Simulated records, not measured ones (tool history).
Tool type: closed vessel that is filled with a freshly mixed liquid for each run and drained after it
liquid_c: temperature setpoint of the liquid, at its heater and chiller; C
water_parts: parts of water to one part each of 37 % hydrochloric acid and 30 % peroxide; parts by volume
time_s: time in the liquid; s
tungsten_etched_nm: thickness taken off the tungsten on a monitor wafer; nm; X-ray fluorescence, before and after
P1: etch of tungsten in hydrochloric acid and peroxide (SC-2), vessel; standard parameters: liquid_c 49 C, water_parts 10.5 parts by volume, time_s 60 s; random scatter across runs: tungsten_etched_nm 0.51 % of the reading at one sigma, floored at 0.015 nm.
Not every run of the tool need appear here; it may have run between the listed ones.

run,hour,liquid_c,water_parts,time_s,hours since the thermometer was replaced,hours since the chemicals flow meter was replaced,hours since the drum of peroxide was connected,tungsten_etched_nm
1,7.2,49,10.5,60,723,952.6,745.7,19.492
2,12,49,18,60,727.8,957.4,750.5,12.101
3,19.7,49,10.5,110,735.5,965.1,758.2,35.069
4,23.7,49,4,60,739.5,969.1,762.2,40.517
5,31.2,49,10.5,30,747,976.6,769.7,9.5954
6,36.2,35,10.5,60,752,981.6,774.7,7.2635
7,43.1,49,10.5,60,758.9,988.5,781.6,19.525
8,51,62.5,10.5,60,766.8,996.4,789.5,46.228
9,58.2,49,10.5,60,774,1003.6,796.7,19.45
10,63.7,55.5,17,60,779.5,1009.1,802.2,19.755
11,70.7,49,10.5,60,786.5,1016.1,809.2,19.394
12,77.6,49,5,100,793.4,1023,816.1,57.483
13,81.2,49,10.5,60,797,1026.6,819.7,19.518
14,86.5,49,10.5,60,802.3,1031.9,825,18.81
15,94.4,49,10.5,60,810.2,1039.8,832.9,18.277
# hour 97.9: new drum of peroxide connected
16,98.5,49,10.5,60,814.3,1043.9,0.7,18.135
17,102,49,10.5,60,817.8,1047.4,4.2,17.959
18,109.7,49,10.5,60,825.5,1055.1,11.9,17.62
19,113.6,49,10.5,60,829.4,1059,15.8,17.609
20,121.4,49,10.5,60,837.2,1066.8,23.6,17.794
21,127.1,49,10.5,60,842.9,1072.5,29.3,17.706

What P1 gives has crept away from where it was. These 2 causes fit the log equally well, each at the size given:
A: liquid colder than its thermometer reads (K) = 1.38
B: chemicals flow below the setpoint (%) = 10.3
The creep began at about hour 81.2.
Every other cause this tool's parts could produce, and why it does not fit the log:
peroxide weaker than its label (%): its service at hour 97.9 followed the start of the drift and did not put the process back to its old value

Which of the check runs below tells the causes apart, meaning the causes would give it clearly different results? Each run uses 5 wafers whose results are averaged, and each result is shown as a question mark.
check 1,132.8,59,10.5,110,,,,?
check 2,132.8,35,5.5,60,,,,?
check 3,132.8,40.5,18,60,,,,?
check 4,132.8,36.5,16.5,60,,,,?

Check results expected under each cause:
check,result,if A,if B
check 1,tungsten_etched_nm,62.488,62.198
check 2,tungsten_etched_nm,10.944,11.174
check 3,tungsten_etched_nm,6.1212,6.1196
check 4,tungsten_etched_nm,4.955,4.9706
Gap, in per cent, between the two causes that each check separates least, read from the result that separates them most: check 1 0.46 %; check 2 2.07 %; check 3 0.02 %; check 4 0.31 %
Check 2 distinguishes between the causes, while the remaining checks would return nearly the same result for all of them.

Check 2 was carried out, with these results: tungsten_etched_nm 10.968 nm. Which of the listed causes is responsible?

It was cause A: liquid colder than its thermometer reads (K).
